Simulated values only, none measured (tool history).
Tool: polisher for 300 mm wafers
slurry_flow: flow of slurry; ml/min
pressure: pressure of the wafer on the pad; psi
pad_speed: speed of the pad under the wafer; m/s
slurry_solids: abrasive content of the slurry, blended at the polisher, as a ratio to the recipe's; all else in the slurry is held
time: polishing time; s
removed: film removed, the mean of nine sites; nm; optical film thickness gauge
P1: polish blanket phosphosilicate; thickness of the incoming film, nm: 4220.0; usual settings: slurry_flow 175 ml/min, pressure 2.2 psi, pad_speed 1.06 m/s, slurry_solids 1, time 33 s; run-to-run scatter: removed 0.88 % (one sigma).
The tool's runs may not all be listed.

run   hour  slurry_flow  pressure  pad_speed  slurry_solids  time  removed
  1    6.6          175       2.2       1.06              1    33   224.98
  2   16.4          230       2.2       1.06            1.4    33   267.95
  3   23.8          270       2.2       1.06              1    33    236.1
  4     30          175       1.1       1.06              1    33   113.07
  5   38.2          175       2.2       1.66              1    33   323.51
  6   48.3          175       2.2       0.48              1    33   121.01
  7   54.7          175       2.2       1.06              1    33   228.48
  8   63.5          175       2.2       1.06              1    33   228.29
  9   70.1          175       2.2       1.06            1.5    33   268.87
 10   77.7          175       2.2       1.06              1    49   334.45
      78.8  -- slurry nozzle cleaned
 11   83.5          175       2.2       1.06              1    16   110.14
 12     90          175       2.2       1.06              1    33   226.36
 13   95.8          175       2.2       1.06            0.5    33   156.86
     100.5  -- head pressure recalibrated
 14    101          175       3.1       1.06              1    33   322.05
 15  107.9          105       2.2       1.06              1    33   204.24
 16  115.5          175       2.2       1.06              1    33   227.16
 17    123          175       2.2       1.06              1    33   226.58
 18  128.3          175       2.2       1.06              1    33   212.86
 19  133.6          175       2.2       1.06              1    33    213.3
 20  143.7          175       2.2       1.06              1    33   206.76
     145.1  -- slurry nozzle cleaned
       153  -- conditioning disc replaced and pad reconditioned
 21  153.1          175       2.2       1.06              1    33   202.14
     154.5  -- worn pad replaced by a new one
 22  157.6          175       2.2       1.06              1    33   204.02
 23  167.8          175       2.2       1.06              1    33   203.92

What P1 gives has crept away from where it was. These 2 causes fit the log equally well, each at the size given:
A: abrasive missing from the slurry, % = 19.5
B: head's pressure below its setpoint, % = 9.92
The creep began at about hour 123.
Why every other cause is out:
removal rate lost through wear of the pad, %: serviced at hour 154.5, which brought nothing back
slurry flow missing at the pad, %: serviced at hour 145.1, which brought nothing back
time polished since the conditioner stopped cutting, s: serviced at hour 153, which brought nothing back

4 check runs are offered, each on 5 wafers whose results are averaged, their results left as question marks. Which one tells the causes apart?
check 1   178          175       2.2       1.06           0.55    33        ?
check 2   178          130       2.2       1.06              1    49        ?
check 3   178          175       2.2       0.54              1    46        ?
check 4   178          265       2.2       1.34              1    33        ?

What each check would give under each cause:
  check   result    if A    if B
check 1  removed  143.73  148.36
check 2  removed  287.21   287.2
check 3  removed  165.41  165.41
check 4  removed   258.4   258.4
How far apart the two closest causes lie, in the result that separates them most: check 1 3.17 %; check 2 0 %; check 3 0 %; check 4 0 %
Check 1 tells the causes apart: in the others they would give nearly the same result.

Then check 1 was run and gave: removed 148.71 nm. Which cause is it?

It is B: head's pressure below its setpoint, %.

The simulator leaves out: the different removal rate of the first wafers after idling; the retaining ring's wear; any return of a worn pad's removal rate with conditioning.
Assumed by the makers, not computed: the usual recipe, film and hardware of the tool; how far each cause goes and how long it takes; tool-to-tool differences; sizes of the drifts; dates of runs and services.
